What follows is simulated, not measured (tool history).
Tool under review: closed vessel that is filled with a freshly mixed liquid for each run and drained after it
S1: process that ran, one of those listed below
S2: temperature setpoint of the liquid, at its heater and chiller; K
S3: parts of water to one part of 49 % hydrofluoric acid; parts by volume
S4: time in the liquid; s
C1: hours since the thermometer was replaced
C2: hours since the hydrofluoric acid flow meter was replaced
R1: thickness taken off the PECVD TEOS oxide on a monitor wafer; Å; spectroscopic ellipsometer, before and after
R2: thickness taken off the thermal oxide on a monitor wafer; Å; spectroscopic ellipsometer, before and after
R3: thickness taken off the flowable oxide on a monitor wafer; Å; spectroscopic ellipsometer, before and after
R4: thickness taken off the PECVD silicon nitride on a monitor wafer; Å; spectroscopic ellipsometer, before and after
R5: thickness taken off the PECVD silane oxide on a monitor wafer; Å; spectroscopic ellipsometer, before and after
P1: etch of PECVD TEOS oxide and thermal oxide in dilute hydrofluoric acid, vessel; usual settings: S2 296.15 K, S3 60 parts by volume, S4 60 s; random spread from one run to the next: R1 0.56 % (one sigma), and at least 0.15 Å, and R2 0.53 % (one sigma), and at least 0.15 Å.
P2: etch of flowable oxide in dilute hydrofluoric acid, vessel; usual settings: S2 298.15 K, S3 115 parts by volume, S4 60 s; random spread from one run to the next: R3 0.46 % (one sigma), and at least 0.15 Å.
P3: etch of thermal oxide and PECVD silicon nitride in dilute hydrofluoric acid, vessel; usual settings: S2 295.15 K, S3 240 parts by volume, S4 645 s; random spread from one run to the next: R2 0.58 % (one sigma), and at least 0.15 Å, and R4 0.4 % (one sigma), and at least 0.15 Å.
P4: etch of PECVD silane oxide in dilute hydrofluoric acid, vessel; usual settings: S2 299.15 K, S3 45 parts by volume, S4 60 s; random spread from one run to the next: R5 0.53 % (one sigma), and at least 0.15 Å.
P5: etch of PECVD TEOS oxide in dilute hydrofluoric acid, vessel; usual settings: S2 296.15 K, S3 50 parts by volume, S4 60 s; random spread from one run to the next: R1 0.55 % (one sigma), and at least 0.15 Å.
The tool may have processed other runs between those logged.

run	hour	S1	S2	S3	S4	C1	C2	R1	R2	R3	R4	R5
1	3.5	P1	296.15	60	60	446.1	385.8	122.180	48.831			
2	5.9	P1	300.65	60	60	448.5	388.2	145.760	58.939			
3	9.2	P2	298.15	185	60	451.8	391.5			132.40		
4	14.2	P5	296.15	50	95	456.8	396.5	406.780				
5	18.8	P1	290.15	25	60	461.4	401.1	235.450	95.663			
6	22.0	P3	295.15	240	215	464.6	404.3		32.542		31.776	
7	24.8	P1	296.15	60	60	467.4	407.1	122.210	49.126			
8	27.8	P5	292.15	50	60	470.4	410.1	216.340				
9	31.6	P1	296.15	60	60	474.2	413.9	121.900	49.663			
10	36.6	P4	299.15	45	60	479.2	418.9					580.81
11	40.8	P1	296.15	60	60	483.4	423.1	121.970	49.581			
12	43.2	P2	298.15	115	60	485.8	425.5			231.40		
13	45.5	P4	299.15	20	60	488.1	427.8					1365.00
14	48.5	P5	296.15	85	60	491.1	430.8	143.880				
15	52.4	P5	296.15	50	60	495.0	434.7	256.880				
16	55.5	P2	298.15	115	30	498.1	437.8			115.22		
17	59.1	P1	296.15	100	60	501.7	441.4	70.126	28.476			
18	63.7	P4	305.65	45	60	506.3	446.0					755.34
19	66.6	P3	299.65	240	645	509.2	448.9		113.730		126.050	
20	71.9	P3	295.15	240	645	514.5	454.2		98.023		95.061	
21	76.4	P1	291.65	60	60	519.0	458.7	100.730	40.412			
22	79.1	P1	296.15	60	60	521.7	461.4	122.220	49.439			
23	84.4	P1	296.15	60	60	527.0	466.7	121.450	49.341			
24	88.7	P1	296.15	60	30	531.3	471.0	60.710	24.953			
25	91.1	P2	298.15	115	60	533.7	473.4			231.20		
26	93.8	P3	295.15	100	645	536.4	476.1		274.970		224.380	
27	97.2	P2	293.65	115	60	539.8	479.5			192.84		
28	99.8	P1	291.15	90	60	542.4	482.1	63.637	25.750			
29	105.1	P5	296.15	50	60	547.7	487.4	254.810				
30	109.1	P1	296.15	20	60	551.7	491.4	388.820	155.090			
31	111.8	P4	299.15	45	105	554.4	494.1					1008.50
32	114.2	P1	296.15	60	100	556.8	496.5	202.690	82.540			
33	117.5	P1	296.15	60	60	560.1	499.8	121.510	49.278			
34	122.0	P1	296.15	60	60	564.6	504.3	126.040	50.650			
35	124.9	P1	296.15	60	60	567.5	507.2	125.250	51.418			
36	129.1	P1	296.15	60	60	571.7	511.4	128.070	51.410			
37	132.2	P1	296.15	60	60	574.8	514.5	128.040	51.605			
38	137.2	P1	296.15	60	60	579.8	519.5	129.290	51.920			
39	139.7	P1	296.15	60	60	582.3	522.0	131.090	52.497			
40	142.8	P1	296.15	60	60	585.4	525.1	127.990	51.887			
41	146.8	P1	296.15	60	60	589.4	529.1	128.340	52.199			
42	151.2	P1	296.15	60	60	593.8	533.5	130.410	52.232			

P1 has crept away from where it was. The log is fitted equally well by each of these 2 causes, at the sizes shown:
A: hydrofluoric acid flow above the setpoint (%) = 5.79
B: liquid hotter than its thermometer reads (K) = 1.48
The gradual shift began around hour 117.5.

Below are 4 check runs, each on a single wafer, with their results shown as question marks. Which of them would tell the listed causes apart, meaning the causes would give clearly different results under it?
check 1	155.6	P5	296.15	50	60			?				
check 2	155.6	P4	299.15	45	60							?
check 3	155.6	P2	298.15	115	60					?		
check 4	155.6	P3	295.15	240	645				?		?	

If the cause were each of the candidates in turn, the checks would give the following:
check	result	if A	if B
check 1	R1	271.630	271.930
check 2	R5	614.05	614.17
check 3	R3	245.95	244.24
check 4	R2	104.780	103.190
check 4	R4	100.880	104.810
Smallest distance between any two causes, each pair judged by its most separating result, in per cent: check 1 0.11 %; check 2 0.02 %; check 3 0.7 %; check 4 3.82 %
Check 4 distinguishes between the causes, while the remaining checks would return nearly the same result for all of them.

The results of check 4 are: R2 102.620 Å; R4 105.480 Å. Based on these, which of the listed causes is it?

It was cause B: liquid hotter than its thermometer reads (K).
